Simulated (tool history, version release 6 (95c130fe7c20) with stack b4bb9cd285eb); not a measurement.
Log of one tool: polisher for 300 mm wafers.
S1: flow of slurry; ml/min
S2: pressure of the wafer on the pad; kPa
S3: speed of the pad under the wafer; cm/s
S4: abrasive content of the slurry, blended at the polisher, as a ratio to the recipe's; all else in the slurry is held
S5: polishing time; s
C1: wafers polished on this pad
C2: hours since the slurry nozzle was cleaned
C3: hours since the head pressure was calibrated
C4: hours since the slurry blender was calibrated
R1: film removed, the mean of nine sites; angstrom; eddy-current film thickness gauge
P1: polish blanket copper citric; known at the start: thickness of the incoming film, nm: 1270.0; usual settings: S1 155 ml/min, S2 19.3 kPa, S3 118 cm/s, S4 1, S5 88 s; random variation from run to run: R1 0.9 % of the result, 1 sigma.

run	day	S1	S2	S3	S4	S5	C1	C2	C3	C4	R1
1	0.529	155	19.3	118	1	88	373	127.8	237.6	211.7	2361
2	0.858	95	19.3	176	1	88	456	135.7	245.5	219.6	3177.9
3	1.238	205	19.3	156	1	88	552	144.8	254.6	228.7	3230.4
4	1.558	95	19.3	118	1	88	633	152.5	262.3	236.4	2135.2
5	1.883	155	19.3	78	1	88	715	160.3	270.1	244.2	1593.6
6	2.404	155	19.3	118	1	88	846	172.8	282.6	256.7	2379.6
7	2.804	155	19.3	118	0.5	88	947	182.4	292.2	266.3	2069.2
8	3.258	155	19.3	118	1.4	88	1062	193.3	303.1	277.2	2512.6
9	3.717	155	19.3	118	1	88	1177	204.3	314.1	288.2	2370.8
10	4.296	155	19.3	182	1	88	1323	218.2	328	302.1	3592.2
11	4.808	155	19.3	118	1	46	1453	230.5	340.3	314.4	1255.3
12	5.296	235	19.3	118	1	88	1576	242.2	352	326.1	2505.7
13	5.929	155	13.8	118	1	88	1735	257.4	367.2	341.3	1715.5
14	6.4	155	19.3	118	1	119	1854	268.7	378.5	352.6	3212
15	7	155	19.3	118	1	88	2005	283.1	392.9	367	2333.7
16	7.342	155	30.3	118	1	88	2092	291.3	401.1	375.2	3715
17	7.738	155	19.3	118	1	88	2192	300.8	410.6	384.7	2346.5
18	8.112	155	19.3	118	1	88	2286	309.8	419.6	393.7	2367.5
19	8.421	155	19.3	118	1	88	2364	317.2	427	401.1	2279.6
20	8.7	155	19.3	118	1	88	2434	323.9	433.7	407.8	2261.4
21	9.071	155	19.3	118	1	88	2528	332.8	442.6	416.7	2250.4
22	9.358	155	19.3	118	1	88	2600	339.7	449.5	423.6	2220

Forecast run 23:
23	9.917	155	19.3	118	1	88	2741	353.1	462.9	437	?

Run 23 gave R1 2213.1 angstrom.

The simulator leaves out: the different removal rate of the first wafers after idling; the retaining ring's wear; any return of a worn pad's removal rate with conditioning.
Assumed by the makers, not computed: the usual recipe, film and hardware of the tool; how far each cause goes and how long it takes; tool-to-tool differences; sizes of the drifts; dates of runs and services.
